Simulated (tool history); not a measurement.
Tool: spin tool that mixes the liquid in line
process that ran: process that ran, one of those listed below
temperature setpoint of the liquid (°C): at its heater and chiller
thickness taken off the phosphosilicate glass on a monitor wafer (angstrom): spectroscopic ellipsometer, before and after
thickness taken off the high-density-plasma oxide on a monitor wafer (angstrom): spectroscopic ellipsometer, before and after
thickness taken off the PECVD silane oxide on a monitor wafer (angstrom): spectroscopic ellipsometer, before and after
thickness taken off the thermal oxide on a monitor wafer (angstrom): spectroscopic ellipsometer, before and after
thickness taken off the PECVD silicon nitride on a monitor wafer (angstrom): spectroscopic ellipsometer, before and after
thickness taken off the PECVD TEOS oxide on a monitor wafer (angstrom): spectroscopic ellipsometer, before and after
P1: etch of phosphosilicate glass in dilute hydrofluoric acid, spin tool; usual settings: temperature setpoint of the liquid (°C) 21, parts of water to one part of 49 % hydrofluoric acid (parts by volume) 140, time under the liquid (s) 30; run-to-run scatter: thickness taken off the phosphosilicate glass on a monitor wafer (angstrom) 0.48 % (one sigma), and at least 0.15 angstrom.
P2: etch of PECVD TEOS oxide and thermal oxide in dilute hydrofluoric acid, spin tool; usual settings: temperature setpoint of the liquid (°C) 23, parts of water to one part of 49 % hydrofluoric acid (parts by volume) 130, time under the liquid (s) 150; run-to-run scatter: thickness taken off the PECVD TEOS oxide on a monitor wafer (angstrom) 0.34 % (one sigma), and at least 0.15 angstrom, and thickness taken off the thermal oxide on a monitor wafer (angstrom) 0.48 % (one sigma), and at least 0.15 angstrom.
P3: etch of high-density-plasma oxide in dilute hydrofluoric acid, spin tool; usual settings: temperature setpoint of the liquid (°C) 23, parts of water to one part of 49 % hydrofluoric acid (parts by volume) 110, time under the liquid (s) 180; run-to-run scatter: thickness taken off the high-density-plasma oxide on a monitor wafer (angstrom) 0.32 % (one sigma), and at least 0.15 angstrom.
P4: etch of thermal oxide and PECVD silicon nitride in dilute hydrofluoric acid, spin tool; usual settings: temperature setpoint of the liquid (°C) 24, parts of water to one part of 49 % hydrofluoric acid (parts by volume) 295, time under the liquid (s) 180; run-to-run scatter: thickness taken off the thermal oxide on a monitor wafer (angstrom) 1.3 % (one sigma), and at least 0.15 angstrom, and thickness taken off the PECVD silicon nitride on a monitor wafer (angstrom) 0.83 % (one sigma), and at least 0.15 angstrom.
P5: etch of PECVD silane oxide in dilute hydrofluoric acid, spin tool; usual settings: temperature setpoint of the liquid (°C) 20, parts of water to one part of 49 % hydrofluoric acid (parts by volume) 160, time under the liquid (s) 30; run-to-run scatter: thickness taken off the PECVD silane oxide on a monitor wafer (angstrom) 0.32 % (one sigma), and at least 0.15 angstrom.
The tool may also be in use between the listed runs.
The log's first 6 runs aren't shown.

run	hour	process that ran	temperature setpoint of the liquid (°C)	parts of water to one part of 49 % hydrofluoric acid (parts by volume)	time under the liquid (s)	hours since the thermometer was replaced	hours since the hydrofluoric acid flow meter was replaced	thickness taken off the phosphosilicate glass on a monitor wafer (angstrom)	thickness taken off the high-density-plasma oxide on a monitor wafer (angstrom)	thickness taken off the PECVD silane oxide on a monitor wafer (angstrom)	thickness taken off the thermal oxide on a monitor wafer (angstrom)	thickness taken off the PECVD silicon nitride on a monitor wafer (angstrom)	thickness taken off the PECVD TEOS oxide on a monitor wafer (angstrom)
# hour 60.6: hydrofluoric acid flow meter replaced
7	72.1	P1	21	55	30	513.1	11.5	677.09					
8	78.9	P5	20	160	45	519.9	18.3			111.92			
9	87.5	P1	21	140	30	528.5	26.9	240.59					
10	100.1	P1	27	140	30	541.1	39.5	305.04					
11	109.7	P1	21	140	30	550.7	49.1	242.47					
12	118	P4	20	295	180	559	57.4				19.507	25.703	
13	127.4	P1	21	95	15	568.4	66.8	187.73					
14	134.1	P4	24	295	80	575.1	73.5				9.7438	14.344	
15	140.3	P4	24	295	180	581.3	79.7				22.08	32.705	
16	148.7	P5	24.5	160	30	589.7	88.1			88.396			
17	156.4	P5	20	160	30	597.4	95.8			74.088			
18	163	P1	17	140	30	604	102.4	205.55					
19	174.3	P2	23	80	150	615.3	113.7				92.508		194.66
20	187.8	P3	23	55	180	628.8	127.2		307.62				
21	201.4	P1	27.5	140	15	642.4	140.8	154.71					
22	208.1	P2	23	130	150	649.1	147.5				53.949		112.1
23	215.8	P2	23	130	20	656.8	155.2				7.1092		15.118

The next listed run, before its measurement:
24	227.6	P2	23	130	150	668.6	167				?		?

{"run 24": {"thickness taken off the thermal oxide on a monitor wafer (angstrom)": 53.784, "thickness taken off the PECVD TEOS oxide on a monitor wafer (angstrom)": 113.07}}
